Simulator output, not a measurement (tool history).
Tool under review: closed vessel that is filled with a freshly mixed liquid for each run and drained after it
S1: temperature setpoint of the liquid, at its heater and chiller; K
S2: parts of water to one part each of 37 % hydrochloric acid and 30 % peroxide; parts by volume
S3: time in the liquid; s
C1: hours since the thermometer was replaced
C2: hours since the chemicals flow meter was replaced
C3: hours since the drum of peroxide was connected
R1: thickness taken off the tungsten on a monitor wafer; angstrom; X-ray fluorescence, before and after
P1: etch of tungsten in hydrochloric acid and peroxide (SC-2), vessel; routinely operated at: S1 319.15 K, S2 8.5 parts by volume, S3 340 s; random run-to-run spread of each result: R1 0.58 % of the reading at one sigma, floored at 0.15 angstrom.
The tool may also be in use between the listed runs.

Run 1, hour 5.3: S1 319.15 K, S2 8.5 parts by volume, S3 340 s; C1 893.0; C2 1096.4; C3 40.7. Result: R1 482.20 angstrom.
At hour 7.2: new drum of peroxide connected.
Run 2, hour 10.5: S1 319.15 K, S2 8.5 parts by volume, S3 340 s; C1 898.2; C2 1101.6; C3 3.4. Result: R1 486.79 angstrom.
At hour 11.1: thermometer replaced.
Run 3, hour 15.1: S1 319.15 K, S2 4.0 parts by volume, S3 340 s; C1 4.0; C2 1106.2; C3 8.0. Result: R1 852.93 angstrom.
Run 4, hour 19.9: S1 319.15 K, S2 14.0 parts by volume, S3 340 s; C1 8.8; C2 1111.0; C3 12.8. Result: R1 317.78 angstrom.
Run 5, hour 25.3: S1 319.15 K, S2 8.5 parts by volume, S3 530 s; C1 14.2; C2 1116.4; C3 18.2. Result: R1 765.39 angstrom.
Run 6, hour 30.2: S1 319.15 K, S2 8.5 parts by volume, S3 155 s; C1 19.1; C2 1121.3; C3 23.1. Result: R1 220.89 angstrom.
Run 7, hour 35.3: S1 319.15 K, S2 4.0 parts by volume, S3 515 s; C1 24.2; C2 1126.4; C3 28.2. Result: R1 1289.40 angstrom.
Run 8, hour 39.1: S1 330.15 K, S2 8.5 parts by volume, S3 580 s; C1 28.0; C2 1130.2; C3 32.0. Result: R1 1695.10 angstrom.
Run 9, hour 44.2: S1 333.65 K, S2 8.5 parts by volume, S3 340 s; C1 33.1; C2 1135.3; C3 37.1. Result: R1 1254.50 angstrom.
Run 10, hour 48.7: S1 319.15 K, S2 5.0 parts by volume, S3 610 s; C1 37.6; C2 1139.8; C3 41.6. Result: R1 1295.20 angstrom.
Run 11, hour 52.8: S1 319.15 K, S2 8.5 parts by volume, S3 340 s; C1 41.7; C2 1143.9; C3 45.7. Result: R1 483.42 angstrom.
Run 12, hour 56.4: S1 319.15 K, S2 8.5 parts by volume, S3 340 s; C1 45.3; C2 1147.5; C3 49.3. Result: R1 483.48 angstrom.
Run 13, hour 60.2: S1 308.15 K, S2 8.5 parts by volume, S3 340 s; C1 49.1; C2 1151.3; C3 53.1. Result: R1 220.86 angstrom.
Run 14, hour 63.7: S1 319.15 K, S2 8.5 parts by volume, S3 340 s; C1 52.6; C2 1154.8; C3 56.6. Result: R1 485.26 angstrom.
Run 15, hour 67.5: S1 319.15 K, S2 8.5 parts by volume, S3 340 s; C1 56.4; C2 1158.6; C3 60.4. Result: R1 463.27 angstrom.

Forecast run 16:
Run 16, hour 71.8: S1 319.15 K, S2 8.5 parts by volume, S3 340 s; C1 60.7; C2 1162.9; C3 64.7. Result: R1 ?.

R1: 452.54 angstrom
